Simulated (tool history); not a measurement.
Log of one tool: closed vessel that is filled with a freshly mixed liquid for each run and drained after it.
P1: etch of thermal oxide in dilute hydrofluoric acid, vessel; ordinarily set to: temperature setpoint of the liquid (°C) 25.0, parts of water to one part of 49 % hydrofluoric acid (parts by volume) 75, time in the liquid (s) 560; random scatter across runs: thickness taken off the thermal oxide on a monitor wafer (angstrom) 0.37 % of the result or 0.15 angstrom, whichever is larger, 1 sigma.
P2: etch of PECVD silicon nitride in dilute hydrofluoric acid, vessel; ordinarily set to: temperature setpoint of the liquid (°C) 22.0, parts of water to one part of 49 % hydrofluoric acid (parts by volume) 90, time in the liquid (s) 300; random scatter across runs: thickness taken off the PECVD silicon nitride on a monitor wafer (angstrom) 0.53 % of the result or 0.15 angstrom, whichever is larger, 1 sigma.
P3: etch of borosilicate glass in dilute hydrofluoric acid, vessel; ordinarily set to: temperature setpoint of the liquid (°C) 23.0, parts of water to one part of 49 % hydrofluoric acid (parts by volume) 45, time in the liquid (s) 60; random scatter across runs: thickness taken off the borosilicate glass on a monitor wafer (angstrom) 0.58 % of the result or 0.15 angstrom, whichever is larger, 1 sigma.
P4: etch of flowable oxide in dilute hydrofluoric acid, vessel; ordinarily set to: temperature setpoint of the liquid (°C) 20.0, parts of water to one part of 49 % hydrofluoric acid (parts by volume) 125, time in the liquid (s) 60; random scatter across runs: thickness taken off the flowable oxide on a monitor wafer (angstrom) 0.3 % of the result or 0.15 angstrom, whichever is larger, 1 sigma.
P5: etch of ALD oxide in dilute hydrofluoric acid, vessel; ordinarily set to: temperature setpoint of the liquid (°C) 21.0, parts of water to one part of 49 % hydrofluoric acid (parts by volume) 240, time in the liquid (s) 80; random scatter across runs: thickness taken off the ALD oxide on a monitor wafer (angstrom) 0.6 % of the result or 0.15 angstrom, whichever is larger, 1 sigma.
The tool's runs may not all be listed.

| run | hour | process that ran | temperature setpoint of the liquid (°C) | parts of water to one part of 49 % hydrofluoric acid (parts by volume) | time in the liquid (s) | thickness taken off the thermal oxide on a monitor wafer (angstrom) | thickness taken off the flowable oxide on a monitor wafer (angstrom) | thickness taken off the PECVD silicon nitride on a monitor wafer (angstrom) | thickness taken off the ALD oxide on a monitor wafer (angstrom) | thickness taken off the borosilicate glass on a monitor wafer (angstrom) |
|---|---|---|---|---|---|---|---|---|---|---|
| 1 | 11.0 | P1 | 25.0 | 75 | 560 | 404.43 |  |  |  |  |
| 2 | 20.5 | P4 | 20.0 | 125 | 30 |  | 46.735 |  |  |  |
| 3 | 33.6 | P1 | 25.0 | 75 | 560 | 403.41 |  |  |  |  |
| 4 | 44.2 | P2 | 22.0 | 20 | 300 |  |  | 634.630 |  |  |
| 5 | 53.6 | P1 | 31.5 | 125 | 560 | 291.94 |  |  |  |  |
| 6 | 66.4 | P1 | 25.0 | 40 | 1030 | 1461.90 |  |  |  |  |
| 7 | 76.3 | P1 | 19.0 | 75 | 560 | 314.96 |  |  |  |  |
| 8 | 92.9 | P5 | 21.0 | 240 | 80 |  |  |  | 60.708 |  |
| 9 | 103.1 | P1 | 25.0 | 75 | 560 | 406.10 |  |  |  |  |
|  | 120.0 | hydrofluoric acid flow meter replaced |
| 10 | 121.9 | P1 | 25.0 | 75 | 560 | 404.76 |  |  |  |  |
| 11 | 130.5 | P1 | 33.0 | 75 | 560 | 553.55 |  |  |  |  |
| 12 | 141.2 | P2 | 18.0 | 90 | 300 |  |  | 112.310 |  |  |
| 13 | 154.2 | P3 | 23.0 | 45 | 115 |  |  |  |  | 1011.20 |
| 14 | 168.9 | P4 | 20.0 | 125 | 60 |  | 93.085 |  |  |  |
| 15 | 177.4 | P4 | 17.0 | 125 | 60 |  | 82.493 |  |  |  |
| 16 | 193.1 | P5 | 29.0 | 240 | 80 |  |  |  | 81.091 |  |
| 17 | 209.7 | P1 | 25.0 | 75 | 560 | 403.96 |  |  |  |  |
| 18 | 228.3 | P4 | 20.0 | 25 | 60 |  | 522.850 |  |  |  |
| 19 | 244.5 | P3 | 27.5 | 45 | 60 |  |  |  |  | 645.49 |
| 20 | 253.0 | P5 | 21.0 | 240 | 155 |  |  |  | 117.330 |  |
| 21 | 268.5 | P3 | 23.0 | 45 | 60 |  |  |  |  | 534.13 |
| 22 | 277.5 | P1 | 25.0 | 75 | 560 | 404.09 |  |  |  |  |
| 23 | 292.4 | P1 | 25.0 | 75 | 860 | 618.49 |  |  |  |  |
| 24 | 302.3 | P5 | 21.0 | 240 | 80 |  |  |  | 60.814 |  |
| 25 | 311.8 | P1 | 25.0 | 120 | 560 | 240.37 |  |  |  |  |
| 26 | 326.8 | P5 | 21.0 | 75 | 80 |  |  |  | 230.150 |  |
| 27 | 345.5 | P3 | 23.0 | 45 | 60 |  |  |  |  | 535.51 |
| 28 | 357.5 | P1 | 25.0 | 75 | 560 | 402.26 |  |  |  |  |
| 29 | 370.9 | P1 | 25.0 | 75 | 30 | 22.02 |  |  |  |  |
| 30 | 389.9 | P2 | 22.0 | 90 | 30 |  |  | 14.737 |  |  |
| 31 | 405.5 | P3 | 23.0 | 20 | 60 |  |  |  |  | 1247.90 |
| 32 | 420.7 | P2 | 22.0 | 90 | 300 |  |  | 148.730 |  |  |
| 33 | 438.5 | P1 | 18.5 | 120 | 560 | 183.74 |  |  |  |  |
| 34 | 447.7 | P1 | 25.0 | 25 | 560 | 1307.30 |  |  |  |  |
| 35 | 462.9 | P1 | 25.0 | 75 | 560 | 401.40 |  |  |  |  |
| 36 | 479.7 | P1 | 25.0 | 75 | 560 | 418.72 |  |  |  |  |
| 37 | 490.9 | P1 | 25.0 | 75 | 560 | 424.11 |  |  |  |  |
| 38 | 508.6 | P1 | 25.0 | 75 | 560 | 430.82 |  |  |  |  |
| 39 | 524.8 | P1 | 25.0 | 75 | 560 | 434.82 |  |  |  |  |
| 40 | 535.1 | P1 | 25.0 | 75 | 560 | 436.95 |  |  |  |  |
| 41 | 552.3 | P1 | 25.0 | 75 | 560 | 437.08 |  |  |  |  |
| 42 | 562.8 | P1 | 25.0 | 75 | 560 | 434.19 |  |  |  |  |
| 43 | 575.9 | P1 | 25.0 | 75 | 560 | 433.88 |  |  |  |  |
| 44 | 594.8 | P1 | 25.0 | 75 | 560 | 437.27 |  |  |  |  |

What P1 gives has crept off from where it sat before. The 2 causes that follow fit the log equally well, each at the size noted:
A: liquid hotter than its thermometer reads (K) = 2.09
B: hydrofluoric acid flow above the setpoint (%) = 7.83
The process output started creeping at around hour 462.9.

Consider the 4 single-wafer check runs listed below, results given as question marks: which one distinguishes between the causes by giving clearly different results for each?
| check 1 | 613.7 | P4 | 17.0 | 125 | 60 |  | ? |  |  |  |
| check 2 | 613.7 | P3 | 23.0 | 20 | 60 |  |  |  |  | ? |
| check 3 | 613.7 | P2 | 22.0 | 90 | 130 |  |  | ? |  |  |
| check 4 | 613.7 | P5 | 21.0 | 240 | 115 |  |  |  | ? |  |

If the cause were each of the candidates in turn, the checks would give the following:
| check | result | if A | if B |
|---|---|---|---|
| check 1 | thickness taken off the flowable oxide on a monitor wafer (angstrom) | 89.776 | 89.643 |
| check 2 | thickness taken off the borosilicate glass on a monitor wafer (angstrom) | 1353.50 | 1338.70 |
| check 3 | thickness taken off the PECVD silicon nitride on a monitor wafer (angstrom) | 73.580 | 68.921 |
| check 4 | thickness taken off the ALD oxide on a monitor wafer (angstrom) | 94.066 | 95.518 |
Separation of the two closest causes in each check, using whichever result separates them best: check 1 0.15 %; check 2 1.1 %; check 3 6.54 %; check 4 1.53 %
The causes can be told apart only by check 3. The other checks would give nearly the same results under each of them.

Then check 3 was run and gave: thickness taken off the PECVD silicon nitride on a monitor wafer (angstrom) 68.818. Which cause is it?

B is the cause: hydrofluoric acid flow above the setpoint (%).
